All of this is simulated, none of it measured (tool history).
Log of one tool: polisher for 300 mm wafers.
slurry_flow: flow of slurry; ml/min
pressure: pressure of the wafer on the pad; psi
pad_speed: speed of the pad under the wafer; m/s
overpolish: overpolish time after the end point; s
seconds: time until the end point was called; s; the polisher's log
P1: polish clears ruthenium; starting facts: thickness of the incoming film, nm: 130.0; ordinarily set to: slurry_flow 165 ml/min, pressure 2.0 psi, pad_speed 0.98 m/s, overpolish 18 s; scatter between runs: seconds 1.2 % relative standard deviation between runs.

run 1 day=0.183 | slurry_flow=165 pressure=2.0 pad_speed=0.98 overpolish=18 | seconds=116.430
run 2 day=0.433 | slurry_flow=215 pressure=2.0 pad_speed=0.98 overpolish=18 | seconds=112.280
run 3 day=0.592 | slurry_flow=165 pressure=2.9 pad_speed=0.98 overpolish=18 | seconds=79.107
run 4 day=0.838 | slurry_flow=165 pressure=2.0 pad_speed=0.98 overpolish=18 | seconds=117.140
run 5 day=1.092 | slurry_flow=165 pressure=2.0 pad_speed=0.98 overpolish=18 | seconds=116.960
run 6 day=1.238 | slurry_flow=205 pressure=2.0 pad_speed=0.98 overpolish=5 | seconds=114.070
run 7 day=1.483 | slurry_flow=220 pressure=2.0 pad_speed=0.98 overpolish=5 | seconds=110.430
run 8 day=1.708 | slurry_flow=100 pressure=2.0 pad_speed=0.98 overpolish=18 | seconds=130.060
run 9 day=1.888 | slurry_flow=165 pressure=2.0 pad_speed=0.48 overpolish=18 | seconds=241.030
run 10 day=2.008 | slurry_flow=165 pressure=2.0 pad_speed=0.98 overpolish=18 | seconds=116.310
run 11 day=2.212 | slurry_flow=165 pressure=2.0 pad_speed=0.98 overpolish=5 | seconds=118.660
run 12 day=2.333 | slurry_flow=165 pressure=1.1 pad_speed=0.98 overpolish=18 | seconds=215.280
run 13 day=2.525 | slurry_flow=165 pressure=2.0 pad_speed=0.98 overpolish=18 | seconds=116.960
run 14 day=2.754 | slurry_flow=110 pressure=2.0 pad_speed=1.48 overpolish=18 | seconds=84.132
run 15 day=2.871 | slurry_flow=165 pressure=2.0 pad_speed=0.98 overpolish=34 | seconds=118.550
run 16 day=3.025 | slurry_flow=165 pressure=2.0 pad_speed=1.36 overpolish=18 | seconds=83.918
run 17 day=3.258 | slurry_flow=165 pressure=2.0 pad_speed=0.98 overpolish=18 | seconds=118.620
run 18 day=3.438 | slurry_flow=165 pressure=2.0 pad_speed=0.98 overpolish=18 | seconds=118.590
run 19 day=3.600 | slurry_flow=165 pressure=2.0 pad_speed=0.98 overpolish=18 | seconds=116.480
run 20 day=3.829 | slurry_flow=165 pressure=2.0 pad_speed=0.98 overpolish=18 | seconds=123.230
run 21 day=4.079 | slurry_flow=165 pressure=2.0 pad_speed=0.98 overpolish=18 | seconds=124.010
-- day=4.300 head pressure recalibrated
run 22 day=4.325 | slurry_flow=165 pressure=2.0 pad_speed=0.98 overpolish=18 | seconds=126.770
run 23 day=4.542 | slurry_flow=165 pressure=2.0 pad_speed=0.98 overpolish=18 | seconds=125.350
run 24 day=4.671 | slurry_flow=165 pressure=2.0 pad_speed=0.98 overpolish=18 | seconds=128.290
run 25 day=4.800 | slurry_flow=165 pressure=2.0 pad_speed=0.98 overpolish=18 | seconds=126.790
run 26 day=5.042 | slurry_flow=165 pressure=2.0 pad_speed=0.98 overpolish=18 | seconds=127.850
run 27 day=5.267 | slurry_flow=165 pressure=2.0 pad_speed=0.98 overpolish=18 | seconds=130.600
run 28 day=5.492 | slurry_flow=165 pressure=2.0 pad_speed=0.98 overpolish=18 | seconds=131.390
run 29 day=5.617 | slurry_flow=165 pressure=2.0 pad_speed=0.98 overpolish=18 | seconds=131.060

Compared with where it was, what P1 gives has crept away. Each cause listed below fits the log as well as the rest, at the size given for it:
A: slurry flow missing at the pad, % = 38.8
B: removal rate lost through wear of the pad, % = 9.31
The gradual shift began around day 3.438.
Each remaining cause and why it is not a fit:
head's pressure below its setpoint, %: serviced at day 4.300, after the change had begun; the process did not return to its earlier output

Each of the check runs listed below is run on 3 wafers and reports their average, with the results left as question marks. Pick the one under which the possible causes would lead to clearly different results.
run check 1 day=5.742 | slurry_flow=165 pressure=2.0 pad_speed=0.64 overpolish=8 | seconds=?
run check 2 day=5.742 | slurry_flow=165 pressure=1.6 pad_speed=0.98 overpolish=18 | seconds=?
run check 3 day=5.742 | slurry_flow=100 pressure=1.5 pad_speed=0.98 overpolish=18 | seconds=?
run check 4 day=5.742 | slurry_flow=165 pressure=2.0 pad_speed=0.48 overpolish=18 | seconds=?

What every check run would give for each of its results, assuming each possible cause in turn:
check=check_1 result=seconds if_A=198.960 if_B=198.960
check=check_2 result=seconds if_A=162.420 if_B=162.420
check=check_3 result=seconds if_A=202.140 if_B=191.490
check=check_4 result=seconds if_A=265.280 if_B=265.280
Distance between the nearest two causes, measured in the result of the check that separates them most: check 1 0 %; check 2 0 %; check 3 5.41 %; check 4 0 %
Only in check 3 would the causes give clearly different results; in the remaining checks their results would be nearly the same.

Running check 3 produced the following: seconds 199.210 s. Which one of the listed causes fits?

It is A: slurry flow missing at the pad, %.
